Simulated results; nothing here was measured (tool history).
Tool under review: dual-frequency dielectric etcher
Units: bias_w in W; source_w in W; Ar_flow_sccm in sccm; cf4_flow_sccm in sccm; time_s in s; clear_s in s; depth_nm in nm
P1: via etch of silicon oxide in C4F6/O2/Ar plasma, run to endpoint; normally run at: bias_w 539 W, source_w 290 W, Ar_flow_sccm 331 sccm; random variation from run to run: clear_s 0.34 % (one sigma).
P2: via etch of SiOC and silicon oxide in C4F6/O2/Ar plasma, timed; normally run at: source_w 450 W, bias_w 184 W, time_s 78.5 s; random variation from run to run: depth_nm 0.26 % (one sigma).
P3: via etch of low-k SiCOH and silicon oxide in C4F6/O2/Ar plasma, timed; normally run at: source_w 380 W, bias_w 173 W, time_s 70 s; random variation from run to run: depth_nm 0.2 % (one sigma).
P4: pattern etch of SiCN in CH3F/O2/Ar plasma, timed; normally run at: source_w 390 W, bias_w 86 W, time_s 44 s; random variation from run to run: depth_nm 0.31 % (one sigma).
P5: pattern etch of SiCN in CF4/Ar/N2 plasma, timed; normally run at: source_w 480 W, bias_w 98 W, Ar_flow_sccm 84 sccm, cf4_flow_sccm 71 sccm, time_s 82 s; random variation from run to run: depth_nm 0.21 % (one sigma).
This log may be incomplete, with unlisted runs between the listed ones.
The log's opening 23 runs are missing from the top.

run 24 hour=280.6 | process=P1 bias_w=731 source_w=290 Ar_flow_sccm=331 | clear_s=33.148
run 25 hour=294.8 | process=P1 bias_w=539 source_w=290 Ar_flow_sccm=331 | clear_s=37.197
run 26 hour=305.1 | process=P2 bias_w=184 source_w=450 time_s=78.5 | depth_nm=94.184
run 27 hour=315.5 | process=P1 bias_w=394 source_w=290 Ar_flow_sccm=208 | clear_s=39.568
run 28 hour=330.3 | process=P5 bias_w=98 source_w=480 Ar_flow_sccm=118 cf4_flow_sccm=71 time_s=82 | depth_nm=85.149
run 29 hour=343.2 | process=P1 bias_w=539 source_w=290 Ar_flow_sccm=331 | clear_s=37.333
run 30 hour=350 | process=P2 bias_w=184 source_w=450 time_s=78.5 | depth_nm=94.437
run 31 hour=357.5 | process=P4 bias_w=67 source_w=390 time_s=44 | depth_nm=16.342
run 32 hour=364.7 | process=P1 bias_w=539 source_w=290 Ar_flow_sccm=331 | clear_s=37.273
run 33 hour=375.2 | process=P4 bias_w=86 source_w=560 time_s=44 | depth_nm=20.392

Run 34, settings as shown, results not yet in. Your forecast:
run 34 hour=386.6 | process=P1 bias_w=539 source_w=360 Ar_flow_sccm=331 | clear_s=?

For run 34 the tool returned clear_s 34.329 s.
